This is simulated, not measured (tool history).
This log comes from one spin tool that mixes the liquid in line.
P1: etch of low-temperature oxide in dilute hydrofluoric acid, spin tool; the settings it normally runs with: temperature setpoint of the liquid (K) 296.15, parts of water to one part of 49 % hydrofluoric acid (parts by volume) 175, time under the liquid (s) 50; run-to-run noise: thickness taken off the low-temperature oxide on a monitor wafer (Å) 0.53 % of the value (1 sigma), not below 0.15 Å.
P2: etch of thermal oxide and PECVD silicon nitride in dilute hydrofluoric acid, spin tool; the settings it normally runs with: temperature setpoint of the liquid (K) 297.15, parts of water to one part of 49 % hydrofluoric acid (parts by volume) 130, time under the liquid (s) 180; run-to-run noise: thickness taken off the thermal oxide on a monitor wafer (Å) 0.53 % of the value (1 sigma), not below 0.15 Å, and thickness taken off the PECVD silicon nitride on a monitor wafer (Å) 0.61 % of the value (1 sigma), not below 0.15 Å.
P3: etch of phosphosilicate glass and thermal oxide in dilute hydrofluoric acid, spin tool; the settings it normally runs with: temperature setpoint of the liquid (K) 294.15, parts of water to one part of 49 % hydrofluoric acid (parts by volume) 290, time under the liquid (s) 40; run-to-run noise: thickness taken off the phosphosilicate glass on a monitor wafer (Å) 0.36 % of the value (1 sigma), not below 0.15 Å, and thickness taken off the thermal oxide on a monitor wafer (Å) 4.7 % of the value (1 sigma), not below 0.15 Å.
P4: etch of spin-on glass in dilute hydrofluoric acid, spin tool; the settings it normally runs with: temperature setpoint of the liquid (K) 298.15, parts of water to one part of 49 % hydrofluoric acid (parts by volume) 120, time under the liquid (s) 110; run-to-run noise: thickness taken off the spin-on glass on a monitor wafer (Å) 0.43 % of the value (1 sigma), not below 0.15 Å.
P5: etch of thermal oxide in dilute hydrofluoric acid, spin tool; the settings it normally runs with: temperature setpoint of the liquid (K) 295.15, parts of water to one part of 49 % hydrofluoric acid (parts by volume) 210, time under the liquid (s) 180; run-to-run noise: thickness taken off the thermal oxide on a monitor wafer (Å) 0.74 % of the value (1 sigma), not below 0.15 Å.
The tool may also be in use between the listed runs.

| run | day | process that ran | temperature setpoint of the liquid (K) | parts of water to one part of 49 % hydrofluoric acid (parts by volume) | time under the liquid (s) | hours since the thermometer was replaced | hours since the hydrofluoric acid flow meter was replaced | thickness taken off the low-temperature oxide on a monitor wafer (Å) | thickness taken off the thermal oxide on a monitor wafer (Å) | thickness taken off the phosphosilicate glass on a monitor wafer (Å) | thickness taken off the PECVD silicon nitride on a monitor wafer (Å) | thickness taken off the spin-on glass on a monitor wafer (Å) |
|---|---|---|---|---|---|---|---|---|---|---|---|---|
| 1 | 0.229 | P1 | 296.15 | 175 | 50 | 281.0 | 769.6 | 37.263 |  |  |  |  |
| 2 | 0.508 | P5 | 295.15 | 210 | 180 | 287.7 | 776.3 |  | 32.0180 |  |  |  |
| 3 | 0.742 | P3 | 290.15 | 290 | 40 | 293.3 | 781.9 |  | 4.0318 | 89.932 |  |  |
| 4 | 0.896 | P3 | 294.15 | 290 | 40 | 297.0 | 785.6 |  | 4.7511 | 103.970 |  |  |
| 5 | 1.154 | P1 | 296.15 | 175 | 50 | 303.2 | 791.8 | 37.386 |  |  |  |  |
| 6 | 1.354 | P2 | 297.15 | 215 | 180 | 308.0 | 796.6 |  | 36.2090 |  | 21.869 |  |
| 7 | 1.500 | P1 | 290.15 | 175 | 50 | 311.5 | 800.1 | 29.880 |  |  |  |  |
| 8 | 1.738 | P5 | 295.15 | 210 | 360 | 317.2 | 805.8 |  | 64.3070 |  |  |  |
| 9 | 2.025 | P1 | 301.65 | 75 | 50 | 324.1 | 812.7 | 122.070 |  |  |  |  |
| 10 | 2.229 | P1 | 296.15 | 175 | 50 | 329.0 | 817.6 | 37.384 |  |  |  |  |
| 11 | 2.433 | P5 | 295.15 | 305 | 180 | 333.9 | 822.5 |  | 20.2950 |  |  |  |
| 12 | 2.712 | P1 | 296.15 | 175 | 80 | 340.6 | 829.2 | 60.461 |  |  |  |  |
| 13 | 2.983 | P1 | 296.15 | 295 | 70 | 347.1 | 835.7 | 27.633 |  |  |  |  |
| 14 | 3.221 | P3 | 294.15 | 405 | 40 | 352.8 | 841.4 |  | 3.0921 | 67.682 |  |  |
| 15 | 3.400 | P4 | 298.15 | 120 | 185 | 357.1 | 845.7 |  |  |  |  | 485.88 |
| 16 | 3.579 | P4 | 292.15 | 120 | 110 | 361.4 | 850.0 |  |  |  |  | 227.10 |
| 17 | 3.725 | P2 | 297.15 | 130 | 180 | 364.9 | 853.5 |  | 65.9540 |  | 36.029 |  |
| 18 | 4.012 | P4 | 298.15 | 120 | 110 | 371.8 | 860.4 |  |  |  |  | 291.26 |
| 19 | 4.321 | P1 | 300.15 | 305 | 50 | 379.2 | 867.8 | 21.437 |  |  |  |  |
| 20 | 4.600 | P5 | 291.65 | 210 | 180 | 385.9 | 874.5 |  | 28.8050 |  |  |  |
| 21 | 4.842 | P4 | 298.15 | 120 | 110 | 391.7 | 880.3 |  |  |  |  | 289.48 |
| 22 | 4.983 | P1 | 296.15 | 175 | 50 | 395.1 | 883.7 | 37.846 |  |  |  |  |
| 23 | 5.129 | P3 | 294.15 | 290 | 40 | 398.6 | 887.2 |  | 4.3485 | 104.170 |  |  |
| 24 | 5.321 | P2 | 297.15 | 130 | 180 | 403.2 | 891.8 |  | 65.8060 |  | 36.318 |  |
| 25 | 5.617 | P4 | 298.15 | 220 | 110 | 410.3 | 898.9 |  |  |  |  | 139.80 |
| 26 | 5.808 | P1 | 296.15 | 40 | 50 | 414.9 | 903.5 | 192.630 |  |  |  |  |
| 27 | 6.117 | P1 | 296.15 | 175 | 50 | 422.3 | 910.9 | 37.421 |  |  |  |  |
| 28 | 6.396 | P1 | 296.15 | 275 | 50 | 429.0 | 917.6 | 21.822 |  |  |  |  |
| 29 | 6.642 | P3 | 294.15 | 290 | 70 | 434.9 | 923.5 |  | 7.5984 | 183.090 |  |  |
| 30 | 6.829 | P1 | 303.15 | 175 | 50 | 439.4 | 928.0 | 48.426 |  |  |  |  |
| 31 | 7.079 | P2 | 290.15 | 130 | 180 | 445.4 | 934.0 |  | 49.5600 |  | 22.488 |  |
| 32 | 7.267 | P2 | 297.15 | 130 | 75 | 449.9 | 938.5 |  | 27.8450 |  | 14.984 |  |
| 33 | 7.433 | P1 | 296.15 | 175 | 25 | 453.9 | 942.5 | 18.524 |  |  |  |  |
| 34 | 7.746 | P1 | 296.15 | 175 | 50 | 461.4 | 950.0 | 37.796 |  |  |  |  |
| 35 | 7.896 | P1 | 296.15 | 175 | 50 | 465.0 | 953.6 | 36.703 |  |  |  |  |
| 36 | 8.096 | P1 | 296.15 | 175 | 50 | 469.8 | 958.4 | 36.044 |  |  |  |  |
| 37 | 8.362 | P1 | 296.15 | 175 | 50 | 476.2 | 964.8 | 35.331 |  |  |  |  |
| 38 | 8.500 | P1 | 296.15 | 175 | 50 | 479.5 | 968.1 | 35.481 |  |  |  |  |
| 39 | 8.671 | P1 | 296.15 | 175 | 50 | 483.6 | 972.2 | 35.020 |  |  |  |  |
| 40 | 8.958 | P1 | 296.15 | 175 | 50 | 490.5 | 979.1 | 35.261 |  |  |  |  |
| 41 | 9.196 | P1 | 296.15 | 175 | 50 | 496.2 | 984.8 | 35.070 |  |  |  |  |

The log shows P1 creeping away from where it was. Any of the 2 causes listed here, at the size stated for it, fits the log just as well as the others:
A: liquid colder than its thermometer reads (K) = 1.79
B: hydrofluoric acid flow below the setpoint (%) = 5.57
Creep in the process output first set in at about day 7.746.

Question marks stand in for the results of the 4 check runs listed below, each run on one wafer. Under which run would the listed causes show clearly different results?
| check 1 | 9.433 | P4 | 298.15 | 120 | 110 |  |  |  |  |  |  | ? |
| check 2 | 9.433 | P2 | 297.15 | 130 | 180 |  |  |  | ? |  | ? |  |
| check 3 | 9.433 | P3 | 294.15 | 290 | 40 |  |  |  | ? | ? |  |  |
| check 4 | 9.433 | P5 | 295.15 | 210 | 180 |  |  |  | ? |  |  |  |

What every check run would give for each of its results, assuming each possible cause in turn:
| check | result | if A | if B |
|---|---|---|---|
| check 1 | thickness taken off the spin-on glass on a monitor wafer (Å) | 269.65 | 270.70 |
| check 2 | thickness taken off the thermal oxide on a monitor wafer (Å) | 61.4340 | 61.6630 |
| check 2 | thickness taken off the PECVD silicon nitride on a monitor wafer (Å) | 32.229 | 34.244 |
| check 3 | thickness taken off the thermal oxide on a monitor wafer (Å) | 4.3728 | 4.3409 |
| check 3 | thickness taken off the phosphosilicate glass on a monitor wafer (Å) | 97.659 | 96.945 |
| check 4 | thickness taken off the thermal oxide on a monitor wafer (Å) | 29.9950 | 29.9370 |
Minimum pairwise separation of causes per check, each pair taken at its best-separating result: check 1 0.39 %; check 2 6.06 %; check 3 0.73 %; check 4 0.2 %
Check 2 is the one run that separates the causes; every other check would come out nearly the same whichever cause is at work.

Check 2 has now been run. It gave: thickness taken off the thermal oxide on a monitor wafer (Å) 61.8990; thickness taken off the PECVD silicon nitride on a monitor wafer (Å) 31.909. Which of the candidate causes is it?

The correct cause is A, namely: liquid colder than its thermometer reads (K).
